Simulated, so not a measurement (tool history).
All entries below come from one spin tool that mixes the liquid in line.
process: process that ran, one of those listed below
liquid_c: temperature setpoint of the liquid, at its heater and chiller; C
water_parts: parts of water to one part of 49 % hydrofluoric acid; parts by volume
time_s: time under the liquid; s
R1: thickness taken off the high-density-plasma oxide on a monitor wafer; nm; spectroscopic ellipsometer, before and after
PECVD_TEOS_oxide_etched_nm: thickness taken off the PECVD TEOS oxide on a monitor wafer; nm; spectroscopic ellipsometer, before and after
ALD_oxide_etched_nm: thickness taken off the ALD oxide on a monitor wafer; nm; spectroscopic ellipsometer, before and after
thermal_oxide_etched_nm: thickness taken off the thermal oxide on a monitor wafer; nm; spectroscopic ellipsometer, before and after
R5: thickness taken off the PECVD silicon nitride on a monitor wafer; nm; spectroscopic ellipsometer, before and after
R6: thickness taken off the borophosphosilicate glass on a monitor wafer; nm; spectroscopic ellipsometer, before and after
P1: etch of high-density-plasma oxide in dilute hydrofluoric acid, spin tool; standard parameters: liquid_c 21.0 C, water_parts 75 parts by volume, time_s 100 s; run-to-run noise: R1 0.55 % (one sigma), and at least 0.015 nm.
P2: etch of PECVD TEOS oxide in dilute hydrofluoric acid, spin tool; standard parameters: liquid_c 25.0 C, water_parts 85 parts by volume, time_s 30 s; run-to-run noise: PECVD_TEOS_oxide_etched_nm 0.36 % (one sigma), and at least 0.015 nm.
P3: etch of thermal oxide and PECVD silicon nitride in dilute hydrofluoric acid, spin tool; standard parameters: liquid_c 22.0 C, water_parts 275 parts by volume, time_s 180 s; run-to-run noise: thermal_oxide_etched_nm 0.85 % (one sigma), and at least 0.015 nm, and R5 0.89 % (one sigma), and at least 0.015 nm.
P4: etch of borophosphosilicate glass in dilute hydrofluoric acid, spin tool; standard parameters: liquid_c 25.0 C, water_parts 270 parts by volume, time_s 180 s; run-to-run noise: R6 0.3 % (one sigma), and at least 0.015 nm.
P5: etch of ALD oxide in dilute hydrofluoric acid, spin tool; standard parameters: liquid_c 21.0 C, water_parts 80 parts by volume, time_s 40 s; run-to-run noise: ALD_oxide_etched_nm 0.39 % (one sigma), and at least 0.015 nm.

{"run": 1, "day": 0.183, "process": "P1", "liquid_c": 21.0, "water_parts": 75, "time_s": 100, "R1": 7.5415}
{"run": 2, "day": 0.317, "process": "P1", "liquid_c": 21.0, "water_parts": 75, "time_s": 100, "R1": 7.5389}
{"run": 3, "day": 0.471, "process": "P2", "liquid_c": 25.0, "water_parts": 85, "time_s": 15, "PECVD_TEOS_oxide_etched_nm": 3.275}
{"run": 4, "day": 0.638, "process": "P5", "liquid_c": 21.0, "water_parts": 80, "time_s": 40, "ALD_oxide_etched_nm": 9.0871}
{"run": 5, "day": 0.833, "process": "P2", "liquid_c": 25.0, "water_parts": 85, "time_s": 30, "PECVD_TEOS_oxide_etched_nm": 6.5287}
{"run": 6, "day": 0.996, "process": "P2", "liquid_c": 25.0, "water_parts": 85, "time_s": 30, "PECVD_TEOS_oxide_etched_nm": 6.5157}
{"run": 7, "day": 1.092, "process": "P3", "liquid_c": 22.0, "water_parts": 60, "time_s": 180, "thermal_oxide_etched_nm": 15.08, "R5": 13.033}
{"run": 8, "day": 1.196, "process": "P1", "liquid_c": 28.0, "water_parts": 75, "time_s": 100, "R1": 9.952}
{"day": 1.208, "done": "hydrofluoric acid flow meter replaced"}
{"run": 9, "day": 1.321, "process": "P5", "liquid_c": 21.0, "water_parts": 35, "time_s": 40, "ALD_oxide_etched_nm": 21.848}
{"run": 10, "day": 1.504, "process": "P4", "liquid_c": 17.0, "water_parts": 270, "time_s": 180, "R6": 12.881}
{"run": 11, "day": 1.612, "process": "P1", "liquid_c": 21.0, "water_parts": 75, "time_s": 100, "R1": 7.4955}
{"run": 12, "day": 1.738, "process": "P1", "liquid_c": 21.0, "water_parts": 75, "time_s": 100, "R1": 7.4717}
{"run": 13, "day": 1.846, "process": "P4", "liquid_c": 25.0, "water_parts": 270, "time_s": 180, "R6": 17.313}
{"run": 14, "day": 1.975, "process": "P1", "liquid_c": 21.0, "water_parts": 75, "time_s": 100, "R1": 7.5134}
{"run": 15, "day": 2.117, "process": "P3", "liquid_c": 22.0, "water_parts": 275, "time_s": 180, "thermal_oxide_etched_nm": 2.6075, "R5": 2.8911}
{"run": 16, "day": 2.304, "process": "P5", "liquid_c": 21.0, "water_parts": 80, "time_s": 65, "ALD_oxide_etched_nm": 14.64}
{"run": 17, "day": 2.454, "process": "P2", "liquid_c": 25.0, "water_parts": 150, "time_s": 30, "PECVD_TEOS_oxide_etched_nm": 3.4318}
{"run": 18, "day": 2.588, "process": "P4", "liquid_c": 25.0, "water_parts": 270, "time_s": 60, "R6": 5.7724}
{"run": 19, "day": 2.746, "process": "P1", "liquid_c": 25.5, "water_parts": 135, "time_s": 100, "R1": 4.6148}
{"run": 20, "day": 2.912, "process": "P4", "liquid_c": 25.0, "water_parts": 50, "time_s": 180, "R6": 120.54}
{"run": 21, "day": 3.004, "process": "P5", "liquid_c": 21.0, "water_parts": 80, "time_s": 40, "ALD_oxide_etched_nm": 9.0134}
{"run": 22, "day": 3.088, "process": "P4", "liquid_c": 25.0, "water_parts": 270, "time_s": 180, "R6": 17.293}
{"run": 23, "day": 3.267, "process": "P1", "liquid_c": 21.0, "water_parts": 30, "time_s": 100, "R1": 19.792}
{"run": 24, "day": 3.4, "process": "P1", "liquid_c": 21.0, "water_parts": 110, "time_s": 100, "R1": 4.9074}
{"run": 25, "day": 3.488, "process": "P5", "liquid_c": 17.0, "water_parts": 80, "time_s": 40, "ALD_oxide_etched_nm": 7.6503}
{"run": 26, "day": 3.658, "process": "P1", "liquid_c": 17.0, "water_parts": 75, "time_s": 100, "R1": 6.3173}
{"run": 27, "day": 3.846, "process": "P1", "liquid_c": 21.0, "water_parts": 140, "time_s": 45, "R1": 1.6839}
{"run": 28, "day": 4.012, "process": "P1", "liquid_c": 17.0, "water_parts": 75, "time_s": 20, "R1": 1.2478}
{"run": 29, "day": 4.167, "process": "P2", "liquid_c": 18.0, "water_parts": 85, "time_s": 30, "PECVD_TEOS_oxide_etched_nm": 4.8998}
{"run": 30, "day": 4.3, "process": "P1", "liquid_c": 21.0, "water_parts": 75, "time_s": 15, "R1": 1.1209}
{"run": 31, "day": 4.454, "process": "P1", "liquid_c": 21.0, "water_parts": 75, "time_s": 100, "R1": 7.5507}
{"run": 32, "day": 4.575, "process": "P1", "liquid_c": 21.0, "water_parts": 75, "time_s": 180, "R1": 13.527}
{"run": 33, "day": 4.733, "process": "P3", "liquid_c": 22.0, "water_parts": 275, "time_s": 325, "thermal_oxide_etched_nm": 4.6462, "R5": 5.2749}
{"run": 34, "day": 4.867, "process": "P3", "liquid_c": 18.0, "water_parts": 275, "time_s": 180, "thermal_oxide_etched_nm": 2.252, "R5": 2.243}
{"run": 35, "day": 4.983, "process": "P1", "liquid_c": 21.0, "water_parts": 75, "time_s": 100, "R1": 7.5382}
{"run": 36, "day": 5.096, "process": "P1", "liquid_c": 21.0, "water_parts": 75, "time_s": 100, "R1": 7.2763}
{"run": 37, "day": 5.225, "process": "P1", "liquid_c": 21.0, "water_parts": 75, "time_s": 100, "R1": 7.2204}
{"run": 38, "day": 5.375, "process": "P1", "liquid_c": 21.0, "water_parts": 75, "time_s": 100, "R1": 7.0022}
{"run": 39, "day": 5.525, "process": "P1", "liquid_c": 21.0, "water_parts": 75, "time_s": 100, "R1": 6.9389}
{"run": 40, "day": 5.658, "process": "P1", "liquid_c": 21.0, "water_parts": 75, "time_s": 100, "R1": 6.9157}
{"run": 41, "day": 5.75, "process": "P1", "liquid_c": 21.0, "water_parts": 75, "time_s": 100, "R1": 6.9737}

Estimate the outcome of run 42 from the log above:
{"run": 42, "day": 5.875, "process": "P1", "liquid_c": 21.0, "water_parts": 75, "time_s": 100, "R1": "?"}

R1: 6.8918 nm

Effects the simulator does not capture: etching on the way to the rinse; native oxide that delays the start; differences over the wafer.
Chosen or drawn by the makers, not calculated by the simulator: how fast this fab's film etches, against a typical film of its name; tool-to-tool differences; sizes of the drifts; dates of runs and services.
